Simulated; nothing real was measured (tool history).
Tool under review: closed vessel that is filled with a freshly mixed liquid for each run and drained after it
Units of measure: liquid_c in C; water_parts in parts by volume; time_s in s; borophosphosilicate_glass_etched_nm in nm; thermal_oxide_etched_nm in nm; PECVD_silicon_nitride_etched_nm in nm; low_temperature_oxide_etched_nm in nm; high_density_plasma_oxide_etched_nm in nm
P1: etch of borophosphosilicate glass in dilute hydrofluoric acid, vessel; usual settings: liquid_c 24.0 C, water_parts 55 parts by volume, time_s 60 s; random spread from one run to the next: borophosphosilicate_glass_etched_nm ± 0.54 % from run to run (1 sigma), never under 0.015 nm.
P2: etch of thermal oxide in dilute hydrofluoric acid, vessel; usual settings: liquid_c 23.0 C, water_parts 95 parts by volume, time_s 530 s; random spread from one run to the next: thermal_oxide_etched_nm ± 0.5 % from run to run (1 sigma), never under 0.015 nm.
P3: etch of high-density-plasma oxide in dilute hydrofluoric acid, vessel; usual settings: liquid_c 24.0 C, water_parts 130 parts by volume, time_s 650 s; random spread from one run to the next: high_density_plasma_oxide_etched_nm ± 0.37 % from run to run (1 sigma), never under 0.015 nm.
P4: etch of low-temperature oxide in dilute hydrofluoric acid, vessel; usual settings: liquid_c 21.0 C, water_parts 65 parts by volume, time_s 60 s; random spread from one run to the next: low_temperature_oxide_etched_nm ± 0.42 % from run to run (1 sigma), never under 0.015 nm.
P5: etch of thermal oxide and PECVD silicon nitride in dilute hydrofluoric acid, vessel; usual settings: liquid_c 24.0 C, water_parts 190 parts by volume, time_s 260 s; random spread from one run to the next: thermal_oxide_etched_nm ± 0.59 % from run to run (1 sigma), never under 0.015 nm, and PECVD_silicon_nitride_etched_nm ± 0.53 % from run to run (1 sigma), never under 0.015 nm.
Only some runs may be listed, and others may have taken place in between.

run,hour,process,liquid_c,water_parts,time_s,hours since the thermometer was replaced,hours since the hydrofluoric acid flow meter was replaced,borophosphosilicate_glass_etched_nm,thermal_oxide_etched_nm,PECVD_silicon_nitride_etched_nm,low_temperature_oxide_etched_nm,high_density_plasma_oxide_etched_nm
1,8.5,P1,24.0,55,60,1505.0,508.8,92.397,,,,
2,26.9,P1,24.0,55,60,1523.4,527.2,92.561,,,,
3,41.6,P5,24.0,190,30,1538.1,541.9,,0.65791,0.92108,,
4,58.3,P4,21.0,100,60,1554.8,558.6,,,,12.938,
5,72.0,P1,20.0,55,35,1568.5,572.3,45.655,,,,
6,83.8,P3,24.0,130,1000,1580.3,584.1,,,,,38.801
7,96.6,P2,18.0,95,530,1593.1,596.9,,21.70900,,,
8,111.6,P1,24.0,55,60,1608.1,611.9,92.290,,,,
9,121.3,P5,24.0,325,260,1617.8,621.6,,2.81460,4.67120,,
10,130.6,P2,23.0,175,530,1627.1,630.9,,13.22900,,,
11,145.3,P1,27.5,55,60,1641.8,645.6,105.980,,,,
12,162.3,P4,27.5,65,60,1658.8,662.6,,,,27.049,
13,177.7,P1,24.0,20,105,1674.2,678.0,464.670,,,,
# hour 191.9: thermometer replaced
14,194.1,P1,24.0,30,60,2.2,694.4,173.460,,,,
15,203.6,P1,20.0,55,60,11.7,703.9,77.440,,,,
16,221.0,P5,24.0,190,260,29.1,721.3,,5.52880,8.04700,,
17,232.2,P1,24.0,55,30,40.3,732.5,46.071,,,,
18,249.8,P4,21.0,65,30,57.9,750.1,,,,10.315,
19,267.5,P4,21.0,65,60,75.6,767.8,,,,20.801,
20,277.2,P2,23.0,95,280,85.3,777.5,,14.11000,,,
21,294.6,P1,24.0,55,60,102.7,794.9,92.384,,,,
22,306.3,P2,23.0,95,530,114.4,806.6,,26.84000,,,
23,320.0,P3,24.0,205,650,128.1,820.3,,,,,14.663
24,332.0,P3,24.0,130,650,140.1,832.3,,,,,25.143
25,340.9,P1,24.0,90,60,149.0,841.2,53.752,,,,
26,356.6,P5,28.0,190,260,164.7,856.9,,6.39400,10.28800,,
27,366.9,P3,32.0,130,650,175.0,867.2,,,,,33.819
28,384.5,P4,21.0,65,60,192.6,884.8,,,,20.637,
29,400.7,P1,24.0,55,60,208.8,901.0,91.906,,,,
30,413.0,P1,24.0,55,90,221.1,913.3,138.310,,,,
31,423.6,P1,30.0,95,60,231.7,923.9,63.845,,,,
32,438.9,P1,24.0,55,60,247.0,939.2,92.067,,,,
33,448.5,P1,24.0,55,60,256.6,948.8,94.612,,,,
34,462.9,P1,24.0,55,60,271.0,963.2,96.153,,,,
35,474.0,P1,24.0,55,60,282.1,974.3,97.238,,,,
36,483.8,P1,24.0,55,60,291.9,984.1,97.404,,,,
37,493.9,P1,24.0,55,60,302.0,994.2,97.416,,,,
38,509.5,P1,24.0,55,60,317.6,1009.8,97.914,,,,
39,518.2,P1,24.0,55,60,326.3,1018.5,98.724,,,,
40,528.7,P1,24.0,55,60,336.8,1029.0,98.187,,,,

Something has made what P1 gives creep away from where it was; the 2 causes below, each at its own stated size, fit the log equally well:
A: hydrofluoric acid flow above the setpoint (%) = 6.07
B: liquid hotter than its thermometer reads (K) = 1.55
The creep began at about hour 438.9.

Which of the 4 check runs listed below separates the causes, so that each cause would produce a clearly different result? Each run uses one wafer, and its results are marked with question marks.
check 1,539.2,P5,24.0,190,260,,,,?,?,,
check 2,539.2,P2,23.0,95,530,,,,?,,,
check 3,539.2,P4,21.0,65,60,,,,,,?,
check 4,539.2,P3,24.0,130,650,,,,,,,?

How each check would come out, cause by cause:
check,result,if A,if B
check 1,thermal_oxide_etched_nm,5.90550,5.82550
check 1,PECVD_silicon_nitride_etched_nm,8.51500,8.85710
check 2,thermal_oxide_etched_nm,28.52600,28.41700
check 3,low_temperature_oxide_etched_nm,22.038,22.055
check 4,high_density_plasma_oxide_etched_nm,26.945,26.728
Distance between the nearest two causes, measured in the result of the check that separates them most: check 1 3.94 %; check 2 0.38 %; check 3 0.08 %; check 4 0.81 %
Check 1 distinguishes between the causes, while the remaining checks would return nearly the same result for all of them.

After running check 1, the following was obtained: thermal_oxide_etched_nm 5.84000 nm; PECVD_silicon_nitride_etched_nm 8.57440 nm. Which cause does this point to?

A is the cause: hydrofluoric acid flow above the setpoint (%).

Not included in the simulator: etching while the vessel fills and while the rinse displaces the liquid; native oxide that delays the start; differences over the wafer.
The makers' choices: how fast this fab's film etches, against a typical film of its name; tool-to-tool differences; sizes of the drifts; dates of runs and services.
